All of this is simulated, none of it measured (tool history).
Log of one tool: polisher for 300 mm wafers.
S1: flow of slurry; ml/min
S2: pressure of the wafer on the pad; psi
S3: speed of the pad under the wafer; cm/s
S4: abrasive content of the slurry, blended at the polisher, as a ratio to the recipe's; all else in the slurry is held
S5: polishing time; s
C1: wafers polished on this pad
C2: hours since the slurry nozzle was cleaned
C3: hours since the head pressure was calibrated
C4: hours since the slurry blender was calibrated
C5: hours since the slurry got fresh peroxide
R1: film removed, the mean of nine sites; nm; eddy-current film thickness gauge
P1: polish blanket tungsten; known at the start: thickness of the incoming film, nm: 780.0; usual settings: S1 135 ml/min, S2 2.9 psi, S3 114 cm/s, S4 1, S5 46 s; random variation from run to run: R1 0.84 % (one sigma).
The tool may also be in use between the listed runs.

run	hour	S1	S2	S3	S4	S5	C1	C2	C3	C4	C5	R1
1	11.3	135	2.9	114	1	46	535	76.6	558.6	182.6	21	154.34
2	20.6	135	2.9	114	1.4	46	673	85.9	567.9	191.9	30.3	165.71
3	29.2	135	2.9	68	1	46	800	94.5	576.5	200.5	38.9	90.879
4	38.5	135	4.3	114	1	31	938	103.8	585.8	209.8	48.2	153.34
5	46	135	2.9	114	1	46	1049	111.3	593.3	217.3	55.7	153.51
6	52.6	180	2.9	114	1	46	1147	117.9	599.9	223.9	62.3	157.48
7	63.8	135	2.9	164	1	46	1313	129.1	611.1	235.1	73.5	221.99
8	73.9	80	2.9	114	1	46	1462	139.2	621.2	245.2	83.6	134.85
9	79.6	135	2.9	114	1	46	1547	144.9	626.9	250.9	89.3	152.62
10	91.1	135	2.9	114	1	46	1717	156.4	638.4	262.4	100.8	153.39
11	102.5	135	1.5	114	1	33	1886	167.8	649.8	273.8	112.2	57.07
12	111.6	135	2.9	114	1	68	2020	176.9	658.9	282.9	121.3	227.84
13	117.3	135	2.9	64	1	70	2105	182.6	664.6	288.6	127	131.54
14	126.9	135	2.9	114	1	46	2247	192.2	674.2	298.2	136.6	153.06
15	134.9	135	2.9	114	0.7	46	2365	200.2	682.2	306.2	144.6	141.19
16	146.3	135	3.8	114	1	46	2534	211.6	693.6	317.6	156	201.12
17	151.4	135	2.9	114	1	46	2609	216.7	698.7	322.7	161.1	152.65
18	161.1	135	2.9	114	1	26	2753	226.4	708.4	332.4	170.8	87.042
19	166.2	135	2.9	114	1	46	2829	231.5	713.5	337.5	175.9	153.48

Run 20 comes next. What will it give?
20	174.1	135	1.3	114	1	46	2945	239.4	721.4	345.4	183.8	?

Run 20 gave R1 69.359 nm.
